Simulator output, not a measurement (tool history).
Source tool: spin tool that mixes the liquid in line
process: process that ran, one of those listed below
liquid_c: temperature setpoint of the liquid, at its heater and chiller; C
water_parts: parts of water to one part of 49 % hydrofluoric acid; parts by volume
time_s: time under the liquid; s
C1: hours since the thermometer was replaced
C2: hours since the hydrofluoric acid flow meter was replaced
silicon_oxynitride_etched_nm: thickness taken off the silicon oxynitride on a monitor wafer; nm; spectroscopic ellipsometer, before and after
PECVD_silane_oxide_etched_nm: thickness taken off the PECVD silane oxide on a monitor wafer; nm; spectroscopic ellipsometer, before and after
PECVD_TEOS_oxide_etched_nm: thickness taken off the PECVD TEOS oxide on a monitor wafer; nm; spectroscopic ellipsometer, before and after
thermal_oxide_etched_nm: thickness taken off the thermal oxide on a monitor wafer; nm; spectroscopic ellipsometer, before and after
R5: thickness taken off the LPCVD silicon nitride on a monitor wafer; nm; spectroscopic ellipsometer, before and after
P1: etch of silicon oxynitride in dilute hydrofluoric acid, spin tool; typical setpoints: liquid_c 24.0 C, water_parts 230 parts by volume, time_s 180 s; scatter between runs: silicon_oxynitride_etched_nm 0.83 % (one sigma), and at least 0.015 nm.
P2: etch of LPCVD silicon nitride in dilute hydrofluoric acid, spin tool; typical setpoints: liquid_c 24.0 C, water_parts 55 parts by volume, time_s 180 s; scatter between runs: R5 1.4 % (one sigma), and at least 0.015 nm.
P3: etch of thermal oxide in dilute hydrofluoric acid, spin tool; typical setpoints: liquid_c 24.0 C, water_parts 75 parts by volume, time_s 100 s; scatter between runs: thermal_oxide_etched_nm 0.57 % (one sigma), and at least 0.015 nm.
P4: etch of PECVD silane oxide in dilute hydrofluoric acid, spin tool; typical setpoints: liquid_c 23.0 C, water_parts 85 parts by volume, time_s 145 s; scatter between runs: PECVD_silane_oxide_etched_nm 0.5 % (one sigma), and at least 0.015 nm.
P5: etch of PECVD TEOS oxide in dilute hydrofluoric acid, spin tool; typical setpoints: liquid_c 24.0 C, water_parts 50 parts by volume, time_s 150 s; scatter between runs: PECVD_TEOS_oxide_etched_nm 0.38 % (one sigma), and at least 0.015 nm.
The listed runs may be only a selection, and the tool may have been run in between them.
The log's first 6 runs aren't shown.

Run 7, hour 79.4: process P1, liquid_c 17.5 C, water_parts 230 parts by volume, time_s 180 s; C1 449.8; C2 146.9. Result: silicon_oxynitride_etched_nm 1.86110 nm.
Run 8, hour 89.6: process P1, liquid_c 24.0 C, water_parts 230 parts by volume, time_s 180 s; C1 460.0; C2 157.1. Result: silicon_oxynitride_etched_nm 2.48080 nm.
Run 9, hour 98.3: process P3, liquid_c 24.0 C, water_parts 75 parts by volume, time_s 100 s; C1 468.7; C2 165.8. Result: thermal_oxide_etched_nm 6.46720 nm.
Run 10, hour 110.2: process P3, liquid_c 24.0 C, water_parts 40 parts by volume, time_s 100 s; C1 480.6; C2 177.7. Result: thermal_oxide_etched_nm 12.88900 nm.
Run 11, hour 126.0: process P2, liquid_c 18.0 C, water_parts 55 parts by volume, time_s 180 s; C1 496.4; C2 193.5. Result: R5 1.1890 nm.
Run 12, hour 136.6: process P1, liquid_c 24.0 C, water_parts 375 parts by volume, time_s 180 s; C1 507.0; C2 204.1. Result: silicon_oxynitride_etched_nm 1.41690 nm.
Run 13, hour 151.3: process P3, liquid_c 31.5 C, water_parts 75 parts by volume, time_s 100 s; C1 521.7; C2 218.8. Result: thermal_oxide_etched_nm 8.73790 nm.
Run 14, hour 162.1: process P1, liquid_c 30.0 C, water_parts 115 parts by volume, time_s 180 s; C1 532.5; C2 229.6. Result: silicon_oxynitride_etched_nm 7.14280 nm.
Run 15, hour 178.0: process P4, liquid_c 23.0 C, water_parts 85 parts by volume, time_s 145 s; C1 548.4; C2 245.5. Result: PECVD_silane_oxide_etched_nm 47.650 nm.
Run 16, hour 185.4: process P5, liquid_c 24.0 C, water_parts 90 parts by volume, time_s 150 s; C1 555.8; C2 252.9. Result: PECVD_TEOS_oxide_etched_nm 18.810 nm.
Run 17, hour 193.0: process P1, liquid_c 24.0 C, water_parts 230 parts by volume, time_s 180 s; C1 563.4; C2 260.5. Result: silicon_oxynitride_etched_nm 2.53980 nm.
Run 18, hour 207.8: process P1, liquid_c 24.0 C, water_parts 140 parts by volume, time_s 180 s; C1 578.2; C2 275.3. Result: silicon_oxynitride_etched_nm 4.43190 nm.
Run 19, hour 223.3: process P4, liquid_c 23.0 C, water_parts 130 parts by volume, time_s 145 s; C1 593.7; C2 290.8. Result: PECVD_silane_oxide_etched_nm 29.357 nm.
Run 20, hour 236.2: process P3, liquid_c 24.0 C, water_parts 75 parts by volume, time_s 100 s; C1 606.6; C2 303.7. Result: thermal_oxide_etched_nm 6.56270 nm.
Run 21, hour 252.3: process P5, liquid_c 32.0 C, water_parts 50 parts by volume, time_s 150 s; C1 622.7; C2 319.8. Result: PECVD_TEOS_oxide_etched_nm 49.141 nm.
Run 22, hour 259.3: process P1, liquid_c 28.5 C, water_parts 230 parts by volume, time_s 260 s; C1 629.7; C2 326.8. Result: silicon_oxynitride_etched_nm 4.42320 nm.
Run 23, hour 270.2: process P1, liquid_c 24.0 C, water_parts 230 parts by volume, time_s 335 s; C1 640.6; C2 337.7. Result: silicon_oxynitride_etched_nm 4.71530 nm.
Run 24, hour 279.6: process P1, liquid_c 24.0 C, water_parts 230 parts by volume, time_s 45 s; C1 650.0; C2 347.1. Result: silicon_oxynitride_etched_nm 0.64451 nm.
Run 25, hour 294.6: process P1, liquid_c 24.0 C, water_parts 230 parts by volume, time_s 180 s; C1 665.0; C2 362.1. Result: silicon_oxynitride_etched_nm 2.51220 nm.
Run 26, hour 309.4: process P5, liquid_c 24.0 C, water_parts 50 parts by volume, time_s 240 s; C1 679.8; C2 376.9. Result: PECVD_TEOS_oxide_etched_nm 57.301 nm.

What will run 27 give?
Run 27, hour 316.5: process P2, liquid_c 24.0 C, water_parts 55 parts by volume, time_s 360 s; C1 686.9; C2 384.0. Result: R5 ?.

Run 27 yielded R5 3.4612 nm.
